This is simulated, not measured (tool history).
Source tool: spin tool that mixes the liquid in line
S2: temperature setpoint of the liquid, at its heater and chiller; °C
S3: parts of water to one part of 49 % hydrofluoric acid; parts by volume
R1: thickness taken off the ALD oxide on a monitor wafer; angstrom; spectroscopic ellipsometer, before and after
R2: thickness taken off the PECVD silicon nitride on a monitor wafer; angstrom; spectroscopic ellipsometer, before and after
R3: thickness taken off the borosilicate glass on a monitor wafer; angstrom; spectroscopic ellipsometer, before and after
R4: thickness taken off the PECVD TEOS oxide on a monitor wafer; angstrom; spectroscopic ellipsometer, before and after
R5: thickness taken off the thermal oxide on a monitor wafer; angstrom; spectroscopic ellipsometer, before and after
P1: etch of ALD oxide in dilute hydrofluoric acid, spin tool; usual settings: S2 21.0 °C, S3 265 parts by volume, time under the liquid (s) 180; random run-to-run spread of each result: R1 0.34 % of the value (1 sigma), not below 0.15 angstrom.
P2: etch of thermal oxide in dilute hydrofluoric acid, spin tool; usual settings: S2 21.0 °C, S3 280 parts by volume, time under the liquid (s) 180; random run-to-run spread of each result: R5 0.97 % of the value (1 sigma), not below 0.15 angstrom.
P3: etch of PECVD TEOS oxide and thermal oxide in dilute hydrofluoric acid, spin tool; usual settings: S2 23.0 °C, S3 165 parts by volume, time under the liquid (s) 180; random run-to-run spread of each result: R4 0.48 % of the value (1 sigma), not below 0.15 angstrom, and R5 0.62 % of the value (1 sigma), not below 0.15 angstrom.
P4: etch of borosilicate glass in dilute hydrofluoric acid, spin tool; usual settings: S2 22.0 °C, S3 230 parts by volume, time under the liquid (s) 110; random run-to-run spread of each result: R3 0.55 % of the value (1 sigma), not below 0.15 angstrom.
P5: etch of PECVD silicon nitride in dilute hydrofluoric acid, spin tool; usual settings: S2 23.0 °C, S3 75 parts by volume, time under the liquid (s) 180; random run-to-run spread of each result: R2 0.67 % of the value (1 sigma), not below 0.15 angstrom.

{"run": 1, "hour": 12.5, "process that ran": "P1", "S2": 21.0, "S3": 265, "time under the liquid (s)": 180, "R1": 158.02}
{"run": 2, "hour": 22.2, "process that ran": "P1", "S2": 21.0, "S3": 265, "time under the liquid (s)": 290, "R1": 255.62}
{"run": 3, "hour": 35.2, "process that ran": "P5", "S2": 17.0, "S3": 75, "time under the liquid (s)": 180, "R2": 25.2}
{"run": 4, "hour": 41.0, "process that ran": "P4", "S2": 22.0, "S3": 405, "time under the liquid (s)": 110, "R3": 47.879}
{"run": 5, "hour": 52.9, "process that ran": "P3", "S2": 17.0, "S3": 165, "time under the liquid (s)": 180, "R4": 175.75, "R5": 35.165}
{"run": 6, "hour": 59.9, "process that ran": "P3", "S2": 23.0, "S3": 165, "time under the liquid (s)": 45, "R4": 55.675, "R5": 11.066}
{"run": 7, "hour": 71.2, "process that ran": "P2", "S2": 21.0, "S3": 280, "time under the liquid (s)": 265, "R5": 33.885}
{"run": 8, "hour": 82.6, "process that ran": "P1", "S2": 21.0, "S3": 265, "time under the liquid (s)": 180, "R1": 157.73}
{"run": 9, "hour": 90.5, "process that ran": "P3", "S2": 23.0, "S3": 235, "time under the liquid (s)": 180, "R4": 143.4, "R5": 29.183}
{"run": 10, "hour": 103.7, "process that ran": "P4", "S2": 22.0, "S3": 230, "time under the liquid (s)": 205, "R3": 185.62}
{"hour": 111.5, "done": "hydrofluoric acid flow meter replaced"}
{"run": 11, "hour": 115.4, "process that ran": "P1", "S2": 17.5, "S3": 265, "time under the liquid (s)": 85, "R1": 65.567}
{"run": 12, "hour": 126.8, "process that ran": "P2", "S2": 21.0, "S3": 280, "time under the liquid (s)": 180, "R5": 22.948}
{"run": 13, "hour": 136.6, "process that ran": "P1", "S2": 21.0, "S3": 155, "time under the liquid (s)": 180, "R1": 301.65}
{"run": 14, "hour": 142.6, "process that ran": "P3", "S2": 23.0, "S3": 165, "time under the liquid (s)": 180, "R4": 220.73, "R5": 44.698}
{"run": 15, "hour": 149.8, "process that ran": "P1", "S2": 21.0, "S3": 265, "time under the liquid (s)": 180, "R1": 158.4}
{"run": 16, "hour": 158.6, "process that ran": "P2", "S2": 21.0, "S3": 460, "time under the liquid (s)": 180, "R5": 11.729}
{"hour": 170.1, "done": "thermometer replaced"}
{"run": 17, "hour": 170.5, "process that ran": "P1", "S2": 21.0, "S3": 265, "time under the liquid (s)": 180, "R1": 157.2}
{"run": 18, "hour": 180.3, "process that ran": "P1", "S2": 17.0, "S3": 265, "time under the liquid (s)": 180, "R1": 135.27}
{"run": 19, "hour": 186.6, "process that ran": "P1", "S2": 21.0, "S3": 265, "time under the liquid (s)": 180, "R1": 157.6}
{"run": 20, "hour": 193.3, "process that ran": "P1", "S2": 28.5, "S3": 265, "time under the liquid (s)": 300, "R1": 342.75}
{"run": 21, "hour": 204.9, "process that ran": "P4", "S2": 22.0, "S3": 230, "time under the liquid (s)": 110, "R3": 98.847}
{"run": 22, "hour": 218.0, "process that ran": "P1", "S2": 21.0, "S3": 265, "time under the liquid (s)": 180, "R1": 158.11}
{"run": 23, "hour": 231.0, "process that ran": "P4", "S2": 27.5, "S3": 230, "time under the liquid (s)": 110, "R3": 122.6}
{"run": 24, "hour": 242.2, "process that ran": "P1", "S2": 21.0, "S3": 265, "time under the liquid (s)": 180, "R1": 158.98}
{"run": 25, "hour": 248.7, "process that ran": "P1", "S2": 21.0, "S3": 375, "time under the liquid (s)": 180, "R1": 101.06}
{"run": 26, "hour": 256.6, "process that ran": "P5", "S2": 23.0, "S3": 75, "time under the liquid (s)": 180, "R2": 37.318}
{"run": 27, "hour": 262.6, "process that ran": "P5", "S2": 23.0, "S3": 75, "time under the liquid (s)": 180, "R2": 38.078}
{"run": 28, "hour": 273.3, "process that ran": "P1", "S2": 21.0, "S3": 265, "time under the liquid (s)": 15, "R1": 13.396}
{"run": 29, "hour": 279.2, "process that ran": "P1", "S2": 28.5, "S3": 265, "time under the liquid (s)": 180, "R1": 205.16}
{"run": 30, "hour": 288.7, "process that ran": "P5", "S2": 23.0, "S3": 75, "time under the liquid (s)": 285, "R2": 60.069}
{"run": 31, "hour": 301.9, "process that ran": "P2", "S2": 28.0, "S3": 280, "time under the liquid (s)": 180, "R5": 28.684}
{"run": 32, "hour": 310.2, "process that ran": "P5", "S2": 23.0, "S3": 125, "time under the liquid (s)": 180, "R2": 23.107}
{"run": 33, "hour": 317.2, "process that ran": "P3", "S2": 23.0, "S3": 165, "time under the liquid (s)": 180, "R4": 220.8, "R5": 44.951}
{"run": 34, "hour": 324.6, "process that ran": "P1", "S2": 21.0, "S3": 265, "time under the liquid (s)": 180, "R1": 157.86}
{"run": 35, "hour": 333.9, "process that ran": "P1", "S2": 21.0, "S3": 265, "time under the liquid (s)": 180, "R1": 153.66}
{"run": 36, "hour": 340.0, "process that ran": "P1", "S2": 21.0, "S3": 265, "time under the liquid (s)": 180, "R1": 152.02}
{"run": 37, "hour": 350.7, "process that ran": "P1", "S2": 21.0, "S3": 265, "time under the liquid (s)": 180, "R1": 149.26}
{"run": 38, "hour": 359.4, "process that ran": "P1", "S2": 21.0, "S3": 265, "time under the liquid (s)": 180, "R1": 147.24}
{"run": 39, "hour": 369.4, "process that ran": "P1", "S2": 21.0, "S3": 265, "time under the liquid (s)": 180, "R1": 146.04}
{"run": 40, "hour": 378.2, "process that ran": "P1", "S2": 21.0, "S3": 265, "time under the liquid (s)": 180, "R1": 145.63}
{"run": 41, "hour": 386.5, "process that ran": "P1", "S2": 21.0, "S3": 265, "time under the liquid (s)": 180, "R1": 145.36}
{"run": 42, "hour": 396.1, "process that ran": "P1", "S2": 21.0, "S3": 265, "time under the liquid (s)": 180, "R1": 145.19}

Run 43 comes next. What will it give?
{"run": 43, "hour": 408.7, "process that ran": "P1", "S2": 21.0, "S3": 265, "time under the liquid (s)": 180, "R1": "?"}

Logged for run 43: R1 143.610 angstrom.
